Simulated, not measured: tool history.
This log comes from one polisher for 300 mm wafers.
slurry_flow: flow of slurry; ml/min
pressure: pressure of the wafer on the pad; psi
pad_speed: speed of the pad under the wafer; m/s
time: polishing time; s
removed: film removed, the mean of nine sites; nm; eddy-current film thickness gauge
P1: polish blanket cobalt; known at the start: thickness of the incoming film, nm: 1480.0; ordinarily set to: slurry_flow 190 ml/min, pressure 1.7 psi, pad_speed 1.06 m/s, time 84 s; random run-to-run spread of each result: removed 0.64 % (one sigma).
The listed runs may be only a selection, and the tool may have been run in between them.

run	hour	slurry_flow	pressure	pad_speed	time	wafers polished on this pad	hours since the slurry nozzle was cleaned	hours since the head pressure was calibrated	removed
1	12.2	190	1.7	1.06	84	802	263	240.4	397.06
2	20.4	190	1.7	1.06	84	893	271.2	248.6	393.77
3	27.2	190	1.1	1.06	84	968	278	255.4	256.56
# hour 31.2: worn pad replaced by a new one
4	37.7	190	2.4	1.06	84	72	288.5	265.9	556.03
5	47.2	190	1.7	1.06	84	176	298	275.4	399.47
6	54	115	1.7	1.54	84	251	304.8	282.2	525.15
7	60.4	190	1.7	0.48	84	322	311.2	288.6	179.45
8	70.8	190	1.7	1.06	84	437	321.6	299	394.62
9	77	190	1.7	1.06	84	505	327.8	305.2	392.96
10	87.4	290	1.7	1.06	84	620	338.2	315.6	415.9
11	99.9	190	1.7	1.06	84	758	350.7	328.1	395.25
12	111.8	190	1.7	1.06	125	889	362.6	340	592.24
13	122	190	0.9	1.06	47	1002	372.8	350.2	117.09
14	131.5	135	1.7	1.06	84	1107	382.3	359.7	373.83
15	139.6	190	1.7	1.06	42	1196	390.4	367.8	195.87
16	152.8	190	1.7	1.66	84	1342	403.6	381	617.39
17	165.8	250	1.7	1.56	84	1485	416.6	394	606.49
18	173.3	190	1.7	1.06	84	1568	424.1	401.5	393.71
19	186	190	1.7	1.06	84	1708	436.8	414.2	396.27
20	195.7	190	1.7	1.06	84	1815	446.5	423.9	386.66
21	205.1	190	1.7	1.06	84	1919	455.9	433.3	385.29
22	215.1	190	1.7	1.06	84	2029	465.9	443.3	379.47
23	225.5	190	1.7	1.06	84	2144	476.3	453.7	377.28
# hour 228.8: worn pad replaced by a new one
24	233.4	190	1.7	1.06	84	51	484.2	461.6	372.4
25	246.8	190	1.7	1.06	84	199	497.6	475	369.05
26	256.5	190	1.7	1.06	84	306	507.3	484.7	367.02

What does the tool deliver on the next run?
27	266.2	190	1.7	1.06	84	413	517	494.4	?

Logged for run 27: removed 365.37 nm.
